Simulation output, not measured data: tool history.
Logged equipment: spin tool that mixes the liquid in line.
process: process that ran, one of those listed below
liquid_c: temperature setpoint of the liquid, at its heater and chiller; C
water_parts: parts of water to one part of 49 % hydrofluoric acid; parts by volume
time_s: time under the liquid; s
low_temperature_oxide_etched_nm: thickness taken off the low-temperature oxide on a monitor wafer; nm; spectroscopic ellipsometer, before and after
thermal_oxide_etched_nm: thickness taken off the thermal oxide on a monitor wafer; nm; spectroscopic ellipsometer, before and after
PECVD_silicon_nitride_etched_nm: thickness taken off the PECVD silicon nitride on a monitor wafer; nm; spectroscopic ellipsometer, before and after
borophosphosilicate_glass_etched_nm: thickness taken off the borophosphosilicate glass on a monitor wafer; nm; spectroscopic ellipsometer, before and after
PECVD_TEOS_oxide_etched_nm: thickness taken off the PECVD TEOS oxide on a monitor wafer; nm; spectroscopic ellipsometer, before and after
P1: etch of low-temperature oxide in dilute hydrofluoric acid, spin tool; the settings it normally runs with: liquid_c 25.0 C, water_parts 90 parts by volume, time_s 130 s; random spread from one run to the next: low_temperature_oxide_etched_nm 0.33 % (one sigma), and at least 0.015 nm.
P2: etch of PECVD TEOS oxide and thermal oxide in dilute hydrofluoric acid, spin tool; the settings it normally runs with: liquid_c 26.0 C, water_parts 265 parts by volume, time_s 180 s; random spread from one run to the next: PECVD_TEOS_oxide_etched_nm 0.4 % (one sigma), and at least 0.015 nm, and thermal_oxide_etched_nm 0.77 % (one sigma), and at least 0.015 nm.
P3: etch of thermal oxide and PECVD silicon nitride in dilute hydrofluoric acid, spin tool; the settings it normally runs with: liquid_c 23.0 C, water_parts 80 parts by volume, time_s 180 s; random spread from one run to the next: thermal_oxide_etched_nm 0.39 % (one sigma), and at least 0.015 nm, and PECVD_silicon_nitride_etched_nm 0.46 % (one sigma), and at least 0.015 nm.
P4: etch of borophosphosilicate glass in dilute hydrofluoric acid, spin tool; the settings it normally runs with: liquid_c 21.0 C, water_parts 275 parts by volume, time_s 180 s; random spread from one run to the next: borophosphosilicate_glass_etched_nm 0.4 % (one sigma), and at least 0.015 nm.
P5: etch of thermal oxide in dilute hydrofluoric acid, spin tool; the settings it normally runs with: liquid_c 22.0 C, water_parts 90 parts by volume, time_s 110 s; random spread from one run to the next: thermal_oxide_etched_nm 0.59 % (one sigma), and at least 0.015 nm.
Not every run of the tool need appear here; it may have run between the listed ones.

run	hour	process	liquid_c	water_parts	time_s	low_temperature_oxide_etched_nm	thermal_oxide_etched_nm	PECVD_silicon_nitride_etched_nm	borophosphosilicate_glass_etched_nm	PECVD_TEOS_oxide_etched_nm
1	12.5	P1	25.0	90	130	30.5980				
2	22.6	P3	23.0	20	180		43.89400	29.0790		
3	29.1	P5	30.0	90	110		7.64040			
4	40.3	P1	25.0	40	130	73.7120				
5	51.9	P1	21.0	90	130	26.1330				
6	59.5	P1	25.0	90	130	30.6550				
7	70.8	P4	21.0	485	180				14.6940	
8	76.7	P2	26.0	265	180		2.92170			12.9670
9	83.1	P1	33.0	90	130	41.4430				
10	95.5	P3	23.0	80	180		10.17100	7.5070		
11	104.0	P1	25.0	90	220	51.7080				
12	113.8	P4	17.0	275	180				26.6840	
13	125.2	P1	25.0	90	15	3.5525				
14	132.2	P1	25.0	90	130	30.5920				
15	143.7	P2	19.5	265	180		2.37440			10.2240
16	151.2	P1	25.0	125	130	21.1840				
17	159.0	P1	25.0	90	130	30.5970				
18	167.6	P2	26.0	265	20		0.32184			1.4478
19	177.4	P1	25.0	90	130	30.6610				
20	183.8	P2	26.0	265	180		2.93550			12.8850
21	197.1	P5	22.0	90	110		5.55890			
22	206.7	P3	18.5	80	180		8.45970	5.5022		
23	217.1	P1	25.0	90	130	30.5710				
24	224.8	P4	21.0	275	180				31.0740	
25	236.8	P4	21.0	275	30				5.1687	
26	249.6	P5	22.0	90	20		0.99329			
27	258.3	P5	22.0	50	110		10.53100			
28	264.3	P2	26.0	125	180		7.31460			32.0340
29	275.3	P1	21.5	90	245	50.2250				
30	286.1	P5	22.0	90	110		5.59760			
31	294.8	P3	23.0	80	305		17.17300	12.6360		
32	304.4	P1	25.0	90	130	30.7280				
33	314.7	P1	25.0	90	130	31.4610				
34	325.5	P1	25.0	90	130	32.3100				
35	335.1	P1	25.0	90	130	32.7430				
36	345.9	P1	25.0	90	130	32.8170				
37	353.0	P1	25.0	90	130	32.8520				
38	361.9	P1	25.0	90	130	32.9970				
39	370.3	P1	25.0	90	130	33.0200				
40	377.7	P1	25.0	90	130	33.2150				
41	389.5	P1	25.0	90	130	33.1410				
42	400.0	P1	25.0	90	130	33.2240				

What P1 gives has crept off from where it sat before. The 2 causes that follow fit the log equally well, each at the size noted:
A: liquid hotter than its thermometer reads (K) = 2.07
B: hydrofluoric acid flow above the setpoint (%) = 7.56
The drift started at roughly hour 304.4.

Each of the 4 check runs below uses one wafer; its results are left as question marks. Which run tells the causes apart?
check 1	410.5	P4	17.0	275	35				?	
check 2	410.5	P2	21.0	125	180		?			?
check 3	410.5	P5	29.5	90	30		?			
check 4	410.5	P3	23.0	30	295		?	?		

Predicted outcomes, by check and by cause:
check	result	if A	if B
check 1	borophosphosilicate_glass_etched_nm	5.6108	5.6733
check 2	thermal_oxide_etched_nm	6.52750	6.53140
check 2	PECVD_TEOS_oxide_etched_nm	28.6480	28.6650
check 3	thermal_oxide_etched_nm	2.20290	2.21190
check 4	thermal_oxide_etched_nm	51.79000	51.22900
check 4	PECVD_silicon_nitride_etched_nm	36.9500	34.4300
Separation of the two closest causes in each check, using whichever result separates them best: check 1 1.11 %; check 2 0.06 %; check 3 0.4 %; check 4 7.07 %
Check 4 tells the causes apart: in the others they would give nearly the same result.

After running check 4, the following was obtained: thermal_oxide_etched_nm 51.96500 nm; PECVD_silicon_nitride_etched_nm 36.6570 nm. Which cause does this point to?

A is the cause: liquid hotter than its thermometer reads (K).
